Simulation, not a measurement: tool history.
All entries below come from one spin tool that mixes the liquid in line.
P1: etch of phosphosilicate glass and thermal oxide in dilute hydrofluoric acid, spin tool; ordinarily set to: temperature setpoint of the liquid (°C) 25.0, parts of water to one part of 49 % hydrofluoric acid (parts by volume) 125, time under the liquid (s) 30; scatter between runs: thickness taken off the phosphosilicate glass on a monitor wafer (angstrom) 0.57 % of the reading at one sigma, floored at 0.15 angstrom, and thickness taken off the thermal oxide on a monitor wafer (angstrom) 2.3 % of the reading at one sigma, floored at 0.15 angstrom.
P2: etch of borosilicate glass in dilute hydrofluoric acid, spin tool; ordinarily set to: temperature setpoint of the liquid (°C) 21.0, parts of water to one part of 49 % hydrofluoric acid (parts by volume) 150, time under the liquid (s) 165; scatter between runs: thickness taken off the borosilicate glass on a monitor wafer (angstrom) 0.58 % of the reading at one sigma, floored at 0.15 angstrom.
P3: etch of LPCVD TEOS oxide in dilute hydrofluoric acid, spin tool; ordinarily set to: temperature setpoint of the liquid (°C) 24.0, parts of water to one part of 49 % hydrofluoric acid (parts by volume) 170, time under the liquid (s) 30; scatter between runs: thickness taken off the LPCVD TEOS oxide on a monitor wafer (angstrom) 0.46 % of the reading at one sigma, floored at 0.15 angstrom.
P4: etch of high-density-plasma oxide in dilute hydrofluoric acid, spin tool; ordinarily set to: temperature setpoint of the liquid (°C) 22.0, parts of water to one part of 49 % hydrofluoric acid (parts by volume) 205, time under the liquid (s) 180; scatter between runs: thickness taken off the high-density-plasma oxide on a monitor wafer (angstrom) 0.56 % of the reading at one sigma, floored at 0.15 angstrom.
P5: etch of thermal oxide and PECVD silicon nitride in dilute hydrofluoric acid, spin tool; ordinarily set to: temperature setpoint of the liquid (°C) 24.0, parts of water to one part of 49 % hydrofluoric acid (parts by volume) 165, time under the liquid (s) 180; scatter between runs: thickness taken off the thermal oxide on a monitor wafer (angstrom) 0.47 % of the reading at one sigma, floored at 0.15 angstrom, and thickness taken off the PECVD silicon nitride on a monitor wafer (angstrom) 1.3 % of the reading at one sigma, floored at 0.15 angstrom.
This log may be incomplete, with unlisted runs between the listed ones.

run,hour,process that ran,temperature setpoint of the liquid (°C),parts of water to one part of 49 % hydrofluoric acid (parts by volume),time under the liquid (s),hours since the thermometer was replaced,hours since the hydrofluoric acid flow meter was replaced,thickness taken off the phosphosilicate glass on a monitor wafer (angstrom),thickness taken off the thermal oxide on a monitor wafer (angstrom),thickness taken off the borosilicate glass on a monitor wafer (angstrom),thickness taken off the LPCVD TEOS oxide on a monitor wafer (angstrom),thickness taken off the PECVD silicon nitride on a monitor wafer (angstrom),thickness taken off the high-density-plasma oxide on a monitor wafer (angstrom)
1,11.5,P1,25.0,125,30,550.7,114.2,303.18,10.9390,,,,
2,19.6,P1,25.0,125,50,558.8,122.3,509.42,19.2730,,,,
3,24.7,P2,21.0,150,165,563.9,127.4,,,290.660,,,
4,30.5,P3,24.0,170,50,569.7,133.2,,,,80.543,,
5,35.6,P1,25.0,125,30,574.8,138.3,305.67,11.1380,,,,
6,46.8,P2,21.0,35,165,586.0,149.5,,,1424.700,,,
7,53.3,P1,25.0,125,30,592.5,156.0,301.86,11.6440,,,,
8,60.3,P1,25.0,125,30,599.5,163.0,302.56,11.0820,,,,
9,71.6,P1,25.0,80,30,610.8,174.3,499.16,18.1780,,,,
10,78.1,P3,24.0,170,30,617.3,180.8,,,,48.290,,
11,88.1,P1,25.0,85,15,627.3,190.8,236.08,8.6374,,,,
12,97.1,P2,21.0,150,165,636.3,199.8,,,288.730,,,
13,102.4,P5,24.0,225,180,641.6,205.1,,30.3970,,,13.984,
14,112.1,P1,25.0,125,15,651.3,214.8,151.05,5.9365,,,,
15,118.3,P4,22.0,365,180,657.5,221.0,,,,,,19.1140
16,127.0,P3,24.0,170,30,666.2,229.7,,,,48.155,,
17,138.2,P4,22.0,205,180,677.4,240.9,,,,,,39.8020
18,149.8,P3,19.5,170,30,689.0,252.5,,,,40.394,,
19,156.4,P2,21.0,150,20,695.6,259.1,,,35.083,,,
20,165.2,P4,22.0,205,15,704.4,267.9,,,,,,3.1943
21,172.5,P1,32.0,125,30,711.7,275.2,395.76,15.0080,,,,
22,177.9,P1,18.5,125,30,717.1,280.6,233.18,8.6338,,,,
23,186.5,P5,30.5,165,180,725.7,289.2,,56.5900,,,28.358,
24,197.7,P3,24.0,80,30,736.9,300.4,,,,114.310,,
25,203.8,P5,24.0,165,305,743.0,306.5,,76.7050,,,31.721,
26,214.0,P2,28.0,150,165,753.2,316.7,,,378.490,,,
27,224.0,P1,25.0,85,50,763.2,326.7,777.98,29.3530,,,,
28,231.0,P1,25.0,125,30,770.2,333.7,303.93,10.5690,,,,
29,237.6,P1,25.0,170,30,776.8,340.3,212.04,7.7350,,,,
30,246.4,P5,24.0,165,180,785.6,349.1,,44.7520,,,18.931,
31,257.1,P4,26.0,205,180,796.3,359.8,,,,,,45.8760
32,263.3,P1,25.0,125,30,802.5,366.0,300.11,11.8350,,,,
33,271.8,P1,25.0,125,30,811.0,374.5,307.69,11.1540,,,,
34,279.2,P1,25.0,125,30,818.4,381.9,312.89,11.5450,,,,
35,289.1,P1,25.0,125,30,828.3,391.8,317.63,12.1550,,,,
36,300.2,P1,25.0,125,30,839.4,402.9,320.06,12.2100,,,,
37,308.7,P1,25.0,125,30,847.9,411.4,322.71,12.1390,,,,
38,314.5,P1,25.0,125,30,853.7,417.2,320.68,11.6160,,,,
39,319.5,P1,25.0,125,30,858.7,422.2,321.95,12.4060,,,,
40,327.4,P1,25.0,125,30,866.6,430.1,323.42,12.5940,,,,
41,337.9,P1,25.0,125,30,877.1,440.6,325.30,11.7390,,,,
42,348.8,P1,25.0,125,30,888.0,451.5,322.68,12.2210,,,,
43,358.3,P1,25.0,125,30,897.5,461.0,322.24,12.1960,,,,

Something has made what P1 gives creep away from where it was; the 2 causes below, each at its own stated size, fit the log equally well:
A: liquid hotter than its thermometer reads (K) = 1.81
B: hydrofluoric acid flow above the setpoint (%) = 6.21
The onset of the drift is placed at about hour 263.3.

Which of the 4 check runs listed below, each an average over 5 wafers with its results shown as question marks, gives clearly different results under the different listed causes?
check 1,367.8,P4,22.0,205,180,,,,,,,,?
check 2,367.8,P2,21.0,150,165,,,,,?,,,
check 3,367.8,P5,24.0,165,180,,,,?,,,?,
check 4,367.8,P3,24.0,170,30,,,,,,?,,

If the cause were each of the candidates in turn, the checks would give the following:
check,result,if A,if B
check 1,thickness taken off the high-density-plasma oxide on a monitor wafer (angstrom),42.3510,42.5680
check 2,thickness taken off the borosilicate glass on a monitor wafer (angstrom),311.150,310.830
check 3,thickness taken off the thermal oxide on a monitor wafer (angstrom),48.0020,48.1620
check 3,thickness taken off the PECVD silicon nitride on a monitor wafer (angstrom),21.077,19.939
check 4,thickness taken off the LPCVD TEOS oxide on a monitor wafer (angstrom),51.597,51.793
Minimum pairwise separation of causes per check, each pair taken at its best-separating result: check 1 0.51 %; check 2 0.1 %; check 3 5.55 %; check 4 0.38 %
The other checks would show nearly matching results whichever cause is true, so check 3 is the only one that separates the causes.

With check 3 done, the readings were: thickness taken off the thermal oxide on a monitor wafer (angstrom) 48.1390; thickness taken off the PECVD silicon nitride on a monitor wafer (angstrom) 21.302. Identify which of the listed causes applies.

It was cause A: liquid hotter than its thermometer reads (K).

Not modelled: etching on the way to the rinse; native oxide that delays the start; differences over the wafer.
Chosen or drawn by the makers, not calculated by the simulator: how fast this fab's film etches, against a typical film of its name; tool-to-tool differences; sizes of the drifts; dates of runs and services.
